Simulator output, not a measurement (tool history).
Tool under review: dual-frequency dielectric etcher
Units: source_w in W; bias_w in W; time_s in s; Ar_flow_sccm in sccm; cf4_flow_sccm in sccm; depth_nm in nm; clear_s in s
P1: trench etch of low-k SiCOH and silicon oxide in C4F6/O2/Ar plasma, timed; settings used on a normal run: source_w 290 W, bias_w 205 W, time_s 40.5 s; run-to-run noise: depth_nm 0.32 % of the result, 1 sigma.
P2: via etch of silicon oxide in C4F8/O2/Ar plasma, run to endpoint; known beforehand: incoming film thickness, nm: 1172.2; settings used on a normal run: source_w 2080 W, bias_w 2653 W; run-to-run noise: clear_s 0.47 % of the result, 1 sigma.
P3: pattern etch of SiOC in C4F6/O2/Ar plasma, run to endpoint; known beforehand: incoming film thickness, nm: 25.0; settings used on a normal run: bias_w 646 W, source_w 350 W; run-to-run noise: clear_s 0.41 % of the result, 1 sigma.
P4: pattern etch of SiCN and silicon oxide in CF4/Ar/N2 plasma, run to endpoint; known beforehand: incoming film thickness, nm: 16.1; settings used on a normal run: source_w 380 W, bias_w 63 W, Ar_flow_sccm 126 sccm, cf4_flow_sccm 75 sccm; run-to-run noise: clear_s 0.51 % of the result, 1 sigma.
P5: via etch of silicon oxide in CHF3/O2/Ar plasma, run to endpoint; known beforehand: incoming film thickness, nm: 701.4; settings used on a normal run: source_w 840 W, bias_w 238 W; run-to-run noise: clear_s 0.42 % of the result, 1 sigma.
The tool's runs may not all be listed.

run	hour	process	source_w	bias_w	time_s	Ar_flow_sccm	cf4_flow_sccm	depth_nm	clear_s
1	3.9	P1	290	205	40.5			122.59	
2	8.2	P3	350	646					8.1873
3	12	P1	290	205	40.5			122.65	
4	15.7	P4	380	63		177	75		24.152
5	19.8	P5	570	238					316.98
# hour 22.1: source power generator calibrated
6	23.7	P3	350	646					8.1637
7	26.6	P5	840	238					272.24
8	30.6	P4	380	63		126	58		23.892
9	34.5	P2	1680	2653					222.62
10	38	P2	2080	3762					183.95
11	40.6	P4	380	63		126	75		23.002
12	42.8	P4	500	63		126	75		17.896
13	45.8	P4	380	43		126	75		25.925
14	48.9	P2	2080	2653					204.81
15	52.7	P1	400	205	40.5			138.85	
16	55.4	P1	290	124	40.5			103.81	
17	57.6	P1	220	205	40.5			109.67	
# hour 59.3: wet clean of the chamber
18	60.6	P1	290	205	40.5			122.25	
19	64.7	P3	470	646					7.3486
20	69.2	P1	290	205	60.5			183.19	
21	71.5	P1	290	205	40.5			121.53	
22	74	P1	290	278	52			174.06	
23	78	P5	840	322					244.3
24	81.8	P1	290	147	32			86.664	
25	83.9	P1	290	250	40.5			130.67	
26	87.9	P3	350	451					9.3648
27	90.4	P1	290	205	27.5			82.999	
28	92.7	P1	290	205	40.5			122.45	
29	95.8	P1	290	205	40.5			122.58	
30	98.5	P1	290	205	40.5			122.48	
31	101.1	P1	290	205	40.5			122.93	
32	105.6	P1	290	205	40.5			123.95	
33	108.4	P1	290	205	40.5			123.07	
# hour 109.3: wet clean of the chamber
34	111.5	P1	290	205	40.5			123.76	
35	115.7	P1	290	205	40.5			124.05	
36	117.8	P1	290	205	40.5			123.16	
37	122	P1	290	205	40.5			124.39	
38	126.3	P1	290	205	40.5			123.68	

Something has made what P1 gives creep away from where it was; the 2 causes below, each at its own stated size, fit the log equally well:
A: bias power that arrives over what is set, % = 4.85
B: source power that arrives over what is set, % = 4.2
Creep in the process output first set in at about hour 95.8.
All other causes, with the reason each is excluded:
chamber walls in a state that raises the etch rate, %: serviced at hour 109.3, which brought nothing back

You are offered 4 check runs, listed below with question marks in place of their results; each one averages 5 wafers. Which run separates the listed causes by giving clearly different results for each?
check 1	130.6	P3	350	646					?
check 2	130.6	P2	2080	2653					?
check 3	130.6	P5	840	238					?
check 4	130.6	P4	380	63		126	75		?

What each check would give under each cause:
check	result	if A	if B
check 1	clear_s	7.9961	8.0239
check 2	clear_s	201.77	201.42
check 3	clear_s	268.14	268.38
check 4	clear_s	22.526	22.079
Smallest distance between any two causes, each pair judged by its most separating result, in per cent: check 1 0.35 %; check 2 0.18 %; check 3 0.09 %; check 4 2.01 %
The causes can be told apart only by check 4. The other checks would give nearly the same results under each of them.

With check 4 done, the readings were: clear_s 22.569 s. Identify which of the listed causes applies.

The correct cause is A, namely: bias power that arrives over what is set, %.

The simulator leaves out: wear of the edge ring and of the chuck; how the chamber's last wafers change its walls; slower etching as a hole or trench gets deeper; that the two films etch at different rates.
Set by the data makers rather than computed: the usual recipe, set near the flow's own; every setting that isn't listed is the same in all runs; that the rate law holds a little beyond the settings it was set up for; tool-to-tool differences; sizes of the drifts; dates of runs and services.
